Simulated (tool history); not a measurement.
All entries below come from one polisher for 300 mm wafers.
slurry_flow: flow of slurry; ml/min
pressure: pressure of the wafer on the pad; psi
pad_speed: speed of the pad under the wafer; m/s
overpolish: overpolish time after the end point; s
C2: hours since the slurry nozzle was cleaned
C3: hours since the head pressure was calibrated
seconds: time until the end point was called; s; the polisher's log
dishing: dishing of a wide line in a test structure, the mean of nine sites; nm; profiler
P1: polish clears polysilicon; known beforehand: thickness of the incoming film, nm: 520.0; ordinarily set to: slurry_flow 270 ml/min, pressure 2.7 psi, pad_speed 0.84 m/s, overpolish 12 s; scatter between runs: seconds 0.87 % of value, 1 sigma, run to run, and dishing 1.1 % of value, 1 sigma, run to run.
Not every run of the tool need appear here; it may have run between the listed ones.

Run 1, day 0.483: slurry_flow 270 ml/min, pressure 2.7 psi, pad_speed 0.84 m/s, overpolish 12 s; wafers polished on this pad 736; C2 207.9; C3 506.6. Result: seconds 51.24 s, dishing 23.858 nm.
Run 2, day 0.9: slurry_flow 270 ml/min, pressure 3.9 psi, pad_speed 0.84 m/s, overpolish 12 s; wafers polished on this pad 819; C2 217.9; C3 516.6. Result: seconds 35.714 s, dishing 23.506 nm.
Run 3, day 1.35: slurry_flow 270 ml/min, pressure 2.7 psi, pad_speed 0.84 m/s, overpolish 12 s; wafers polished on this pad 908; C2 228.7; C3 527.4. Result: seconds 51.042 s, dishing 23.886 nm.
Run 4, day 1.9: slurry_flow 270 ml/min, pressure 2.7 psi, pad_speed 0.84 m/s, overpolish 18 s; wafers polished on this pad 1018; C2 241.9; C3 540.6. Result: seconds 51.8 s, dishing 24.053 nm.
Run 5, day 2.446: slurry_flow 270 ml/min, pressure 1.2 psi, pad_speed 0.84 m/s, overpolish 12 s; wafers polished on this pad 1127; C2 255; C3 553.7. Result: seconds 114.51 s, dishing 21.591 nm.
Run 6, day 3.046: slurry_flow 270 ml/min, pressure 2.7 psi, pad_speed 1.06 m/s, overpolish 12 s; wafers polished on this pad 1246; C2 269.4; C3 568.1. Result: seconds 41.06 s, dishing 23.385 nm.
Run 7, day 3.742: slurry_flow 270 ml/min, pressure 2.7 psi, pad_speed 0.84 m/s, overpolish 12 s; wafers polished on this pad 1385; C2 286.1; C3 584.8. Result: seconds 52.018 s, dishing 23.769 nm.
Run 8, day 4.271: slurry_flow 160 ml/min, pressure 2.7 psi, pad_speed 0.84 m/s, overpolish 12 s; wafers polished on this pad 1490; C2 298.8; C3 597.5. Result: seconds 54.562 s, dishing 23.73 nm.
Run 9, day 4.946: slurry_flow 270 ml/min, pressure 2.7 psi, pad_speed 0.54 m/s, overpolish 12 s; wafers polished on this pad 1625; C2 315; C3 613.7. Result: seconds 80.73 s, dishing 22.722 nm.
Run 10, day 5.6: slurry_flow 270 ml/min, pressure 2.7 psi, pad_speed 0.84 m/s, overpolish 12 s; wafers polished on this pad 1755; C2 330.7; C3 629.4. Result: seconds 50.998 s, dishing 23.836 nm.
Run 11, day 5.983: slurry_flow 270 ml/min, pressure 3.4 psi, pad_speed 0.84 m/s, overpolish 7 s; wafers polished on this pad 1832; C2 339.9; C3 638.6. Result: seconds 40.356 s, dishing 23.78 nm.
Run 12, day 6.288: slurry_flow 370 ml/min, pressure 2.7 psi, pad_speed 0.84 m/s, overpolish 12 s; wafers polished on this pad 1892; C2 347.2; C3 645.9. Result: seconds 49.612 s, dishing 23.439 nm.
Run 13, day 6.704: slurry_flow 270 ml/min, pressure 2.7 psi, pad_speed 0.84 m/s, overpolish 12 s; wafers polished on this pad 1975; C2 357.2; C3 655.9. Result: seconds 51.754 s, dishing 23.98 nm.
Run 14, day 7.212: slurry_flow 270 ml/min, pressure 2.7 psi, pad_speed 0.84 m/s, overpolish 6 s; wafers polished on this pad 2076; C2 369.4; C3 668.1. Result: seconds 50.68 s, dishing 22.03 nm.

Run 15, settings as shown, results not yet in. Your forecast:
Run 15, day 7.867: slurry_flow 270 ml/min, pressure 2.7 psi, pad_speed 1.26 m/s, overpolish 19 s; wafers polished on this pad 2207; C2 385.1; C3 683.8. Result: seconds ?, dishing ?.

seconds: 34.365 s
dishing: 23.323 nm
